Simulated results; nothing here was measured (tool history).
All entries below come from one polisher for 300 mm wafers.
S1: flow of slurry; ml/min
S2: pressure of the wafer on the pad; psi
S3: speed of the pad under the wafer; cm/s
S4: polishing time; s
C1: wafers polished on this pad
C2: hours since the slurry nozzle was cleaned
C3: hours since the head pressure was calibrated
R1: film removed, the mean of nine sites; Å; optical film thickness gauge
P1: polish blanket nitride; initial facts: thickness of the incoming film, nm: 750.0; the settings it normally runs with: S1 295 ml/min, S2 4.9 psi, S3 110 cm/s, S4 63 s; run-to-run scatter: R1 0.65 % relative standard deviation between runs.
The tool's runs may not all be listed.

run	hour	S1	S2	S3	S4	C1	C2	C3	R1
1	11	295	4.9	110	63	641	183.2	715.5	1379.8
2	23.4	295	4.9	110	63	774	195.6	727.9	1390.6
3	33.5	295	4.9	172	63	883	205.7	738	1986.9
4	41.4	295	4.9	110	95	967	213.6	745.9	2100.9
5	57.1	295	4.9	110	63	1136	229.3	761.6	1402.7
6	71.7	175	4.9	110	63	1292	243.9	776.2	1305.6
7	87.6	295	2.2	110	63	1463	259.8	792.1	625.59
8	101.5	295	4.9	110	63	1612	273.7	806	1392
9	112.9	295	7.5	110	63	1734	285.1	817.4	2136.8
10	127.8	295	4.9	110	39	1894	300	832.3	849.21
11	143.2	410	4.9	110	63	2059	315.4	847.7	1419.5
12	158.1	295	4.9	146	28	2219	330.3	862.6	780.31
13	171.6	295	4.9	50	63	2364	343.8	876.1	734.29
14	178.8	295	4.9	110	63	2441	351	883.3	1377.9
15	190.1	295	4.9	110	63	2562	362.3	894.6	1365
16	199.5	295	4.9	110	63	2663	371.7	904	1356.3
17	209.2	295	4.9	110	63	2767	381.4	913.7	1359.7
# hour 214.1: worn pad replaced by a new one
18	216.9	295	4.9	110	63	30	389.1	921.4	1345.1
19	228.8	295	4.9	110	63	157	401	933.3	1342.9
20	238.7	295	4.9	110	63	264	410.9	943.2	1343.7
21	251.6	295	4.9	110	63	402	423.8	956.1	1330.4

The log shows P1 creeping away from where it was. Any of the 2 causes listed here, at the size stated for it, fits the log just as well as the others:
A: slurry flow missing at the pad, % = 29.7
B: head's pressure below its setpoint, % = 3.73
The onset of the drift is placed at about hour 178.8.
Why every other cause is out:
removal rate lost through wear of the pad, %: its service at hour 214.1 followed the start of the drift and did not put the process back to its old value

Which of the check runs below tells the causes apart, meaning the causes would give it clearly different results? Each run uses 5 wafers whose results are averaged, and each result is shown as a question mark.
check 1	264.5	175	4.9	110	91				?
check 2	264.5	295	6.9	164	63				?
check 3	264.5	295	2.2	64	63				?
check 4	264.5	295	6.8	50	63				?

How each check would come out, cause by cause:
check	result	if A	if B
check 1	R1	1773.6	1816.8
check 2	R1	2592.3	2592.4
check 3	R1	389.34	389.36
check 4	R1	987.76	987.8
Distance between the nearest two causes, measured in the result of the check that separates them most: check 1 2.4 %; check 2 0 %; check 3 0 %; check 4 0 %
Only in check 1 would the causes give clearly different results; in the remaining checks their results would be nearly the same.

Check 1 was carried out, with these results: R1 1808.2 Å. Which of the listed causes is responsible?

It is B: head's pressure below its setpoint, %.
